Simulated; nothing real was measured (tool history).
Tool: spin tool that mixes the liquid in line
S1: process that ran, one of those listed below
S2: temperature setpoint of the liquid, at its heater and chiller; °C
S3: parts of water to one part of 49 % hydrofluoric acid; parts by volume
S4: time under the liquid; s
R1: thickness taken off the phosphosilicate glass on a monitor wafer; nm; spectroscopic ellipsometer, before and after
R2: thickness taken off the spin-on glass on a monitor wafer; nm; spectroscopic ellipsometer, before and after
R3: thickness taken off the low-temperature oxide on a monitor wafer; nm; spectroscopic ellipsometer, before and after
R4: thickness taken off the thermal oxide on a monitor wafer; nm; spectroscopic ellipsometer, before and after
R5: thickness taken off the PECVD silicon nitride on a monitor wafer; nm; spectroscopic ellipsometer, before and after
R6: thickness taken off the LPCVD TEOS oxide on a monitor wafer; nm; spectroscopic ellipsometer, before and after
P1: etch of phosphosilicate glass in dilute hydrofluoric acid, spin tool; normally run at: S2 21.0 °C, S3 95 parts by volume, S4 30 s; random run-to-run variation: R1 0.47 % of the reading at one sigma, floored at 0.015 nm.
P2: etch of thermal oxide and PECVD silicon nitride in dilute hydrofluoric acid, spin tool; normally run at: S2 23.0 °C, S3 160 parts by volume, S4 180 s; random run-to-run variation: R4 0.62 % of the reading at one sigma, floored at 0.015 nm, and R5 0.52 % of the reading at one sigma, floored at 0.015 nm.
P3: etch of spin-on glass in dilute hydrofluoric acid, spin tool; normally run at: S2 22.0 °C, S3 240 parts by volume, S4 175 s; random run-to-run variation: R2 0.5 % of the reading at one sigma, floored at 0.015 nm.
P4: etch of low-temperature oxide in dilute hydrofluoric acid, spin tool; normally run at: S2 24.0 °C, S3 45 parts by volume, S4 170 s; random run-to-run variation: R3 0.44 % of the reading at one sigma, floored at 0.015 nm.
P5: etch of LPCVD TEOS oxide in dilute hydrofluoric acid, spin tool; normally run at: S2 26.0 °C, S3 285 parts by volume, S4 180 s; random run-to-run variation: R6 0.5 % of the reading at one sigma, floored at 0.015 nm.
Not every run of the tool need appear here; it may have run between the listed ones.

| run | hour | S1 | S2 | S3 | S4 | R1 | R2 | R3 | R4 | R5 | R6 |
|---|---|---|---|---|---|---|---|---|---|---|---|
| 1 | 4.9 | P1 | 21.0 | 95 | 30 | 22.425 |  |  |  |  |  |
| 2 | 12.1 | P1 | 21.0 | 95 | 30 | 22.661 |  |  |  |  |  |
| 3 | 20.1 | P3 | 22.0 | 240 | 275 |  | 18.955 |  |  |  |  |
| 4 | 25.9 | P4 | 24.0 | 20 | 170 |  |  | 101.920 |  |  |  |
| 5 | 30.7 | P2 | 23.0 | 275 | 180 |  |  |  | 2.4915 | 2.5657 |  |
| 6 | 35.4 | P3 | 22.0 | 55 | 175 |  | 64.855 |  |  |  |  |
| 7 | 41.4 | P4 | 31.5 | 45 | 170 |  |  | 58.888 |  |  |  |
| 8 | 48.3 | P3 | 30.0 | 240 | 175 |  | 16.273 |  |  |  |  |
| 9 | 53.2 | P1 | 21.0 | 95 | 30 | 22.425 |  |  |  |  |  |
| 10 | 60.1 | P1 | 17.0 | 95 | 30 | 18.948 |  |  |  |  |  |
| 11 | 63.7 | P5 | 26.0 | 65 | 180 |  |  |  |  |  | 128.7200 |
| 12 | 69.2 | P5 | 33.0 | 285 | 180 |  |  |  |  |  | 29.0400 |
| 13 | 73.4 | P1 | 21.0 | 140 | 30 | 14.411 |  |  |  |  |  |
| 14 | 78.0 | P3 | 22.0 | 240 | 175 |  | 12.227 |  |  |  |  |
| 15 | 83.1 | P4 | 24.0 | 45 | 170 |  |  | 43.724 |  |  |  |
| 16 | 87.4 | P5 | 26.0 | 285 | 15 |  |  |  |  |  | 1.8855 |
| 17 | 92.4 | P1 | 21.0 | 95 | 55 | 41.070 |  |  |  |  |  |
| 18 | 97.4 | P1 | 21.0 | 95 | 30 | 22.440 |  |  |  |  |  |
| 19 | 102.9 | P1 | 28.0 | 20 | 30 | 156.030 |  |  |  |  |  |
| 20 | 108.7 | P1 | 21.0 | 95 | 30 | 22.533 |  |  |  |  |  |
| 21 | 114.4 | P4 | 24.0 | 45 | 170 |  |  | 43.643 |  |  |  |
| 22 | 119.8 | P3 | 22.0 | 240 | 175 |  | 12.194 |  |  |  |  |
| 23 | 127.2 | P1 | 21.0 | 95 | 15 | 11.228 |  |  |  |  |  |
| 24 | 132.8 | P1 | 25.5 | 95 | 30 | 26.845 |  |  |  |  |  |
| 25 | 136.6 | P2 | 23.0 | 160 | 180 |  |  |  | 4.8715 | 4.3908 |  |
| 26 | 142.6 | P1 | 21.0 | 40 | 30 | 56.945 |  |  |  |  |  |
|  | 143.6 | hydrofluoric acid flow meter replaced |
| 27 | 147.4 | P4 | 24.0 | 45 | 280 |  |  | 71.558 |  |  |  |
| 28 | 154.0 | P2 | 23.0 | 160 | 55 |  |  |  | 1.4679 | 1.3591 |  |
| 29 | 158.5 | P2 | 29.5 | 160 | 180 |  |  |  | 6.2687 | 6.5243 |  |
| 30 | 164.3 | P5 | 26.0 | 285 | 180 |  |  |  |  |  | 23.1710 |
| 31 | 171.2 | P1 | 21.0 | 95 | 30 | 22.383 |  |  |  |  |  |
| 32 | 178.6 | P1 | 21.0 | 95 | 30 | 21.861 |  |  |  |  |  |
| 33 | 183.8 | P1 | 21.0 | 95 | 30 | 21.501 |  |  |  |  |  |
| 34 | 190.8 | P1 | 21.0 | 95 | 30 | 21.193 |  |  |  |  |  |
| 35 | 196.3 | P1 | 21.0 | 95 | 30 | 20.913 |  |  |  |  |  |
| 36 | 203.0 | P1 | 21.0 | 95 | 30 | 21.042 |  |  |  |  |  |
| 37 | 207.7 | P1 | 21.0 | 95 | 30 | 20.899 |  |  |  |  |  |
| 38 | 215.6 | P1 | 21.0 | 95 | 30 | 20.861 |  |  |  |  |  |
| 39 | 222.5 | P1 | 21.0 | 95 | 30 | 20.919 |  |  |  |  |  |
| 40 | 226.2 | P1 | 21.0 | 95 | 30 | 20.685 |  |  |  |  |  |
| 41 | 230.5 | P1 | 21.0 | 95 | 30 | 20.867 |  |  |  |  |  |
| 42 | 235.1 | P1 | 21.0 | 95 | 30 | 20.939 |  |  |  |  |  |

The output of P1 has drifted from where it used to be. Each of the 2 causes below, taken at the size shown beside it, accounts for the log equally well:
A: liquid colder than its thermometer reads (K) = 1.73
B: hydrofluoric acid flow below the setpoint (%) = 6.18
The gradual shift began around hour 171.2.

Which of the 4 check runs listed below, each an average over 2 wafers with its results shown as question marks, gives clearly different results under the different listed causes?
| check 1 | 239.7 | P2 | 29.0 | 160 | 70 |  |  |  | ? | ? |  |
| check 2 | 239.7 | P5 | 26.0 | 80 | 65 |  |  |  |  |  | ? |
| check 3 | 239.7 | P3 | 22.0 | 65 | 265 |  | ? |  |  |  |  |
| check 4 | 239.7 | P4 | 31.5 | 20 | 170 |  |  | ? |  |  |  |

What every check run would give for each of its results, assuming each possible cause in turn:
| check | result | if A | if B |
|---|---|---|---|
| check 1 | R4 | 2.2316 | 2.2004 |
| check 1 | R5 | 2.2172 | 2.3137 |
| check 2 | R6 | 34.8380 | 34.7720 |
| check 3 | R2 | 76.768 | 76.999 |
| check 4 | R3 | 129.130 | 129.590 |
Separation of the two closest causes in each check, using whichever result separates them best: check 1 4.26 %; check 2 0.19 %; check 3 0.3 %; check 4 0.35 %
Only check 1 tells the causes apart: in the others they would give nearly the same result.

Running check 1 produced the following: R4 2.2249 nm; R5 2.2335 nm. Which one of the listed causes fits?

The correct cause is A, namely: liquid colder than its thermometer reads (K).

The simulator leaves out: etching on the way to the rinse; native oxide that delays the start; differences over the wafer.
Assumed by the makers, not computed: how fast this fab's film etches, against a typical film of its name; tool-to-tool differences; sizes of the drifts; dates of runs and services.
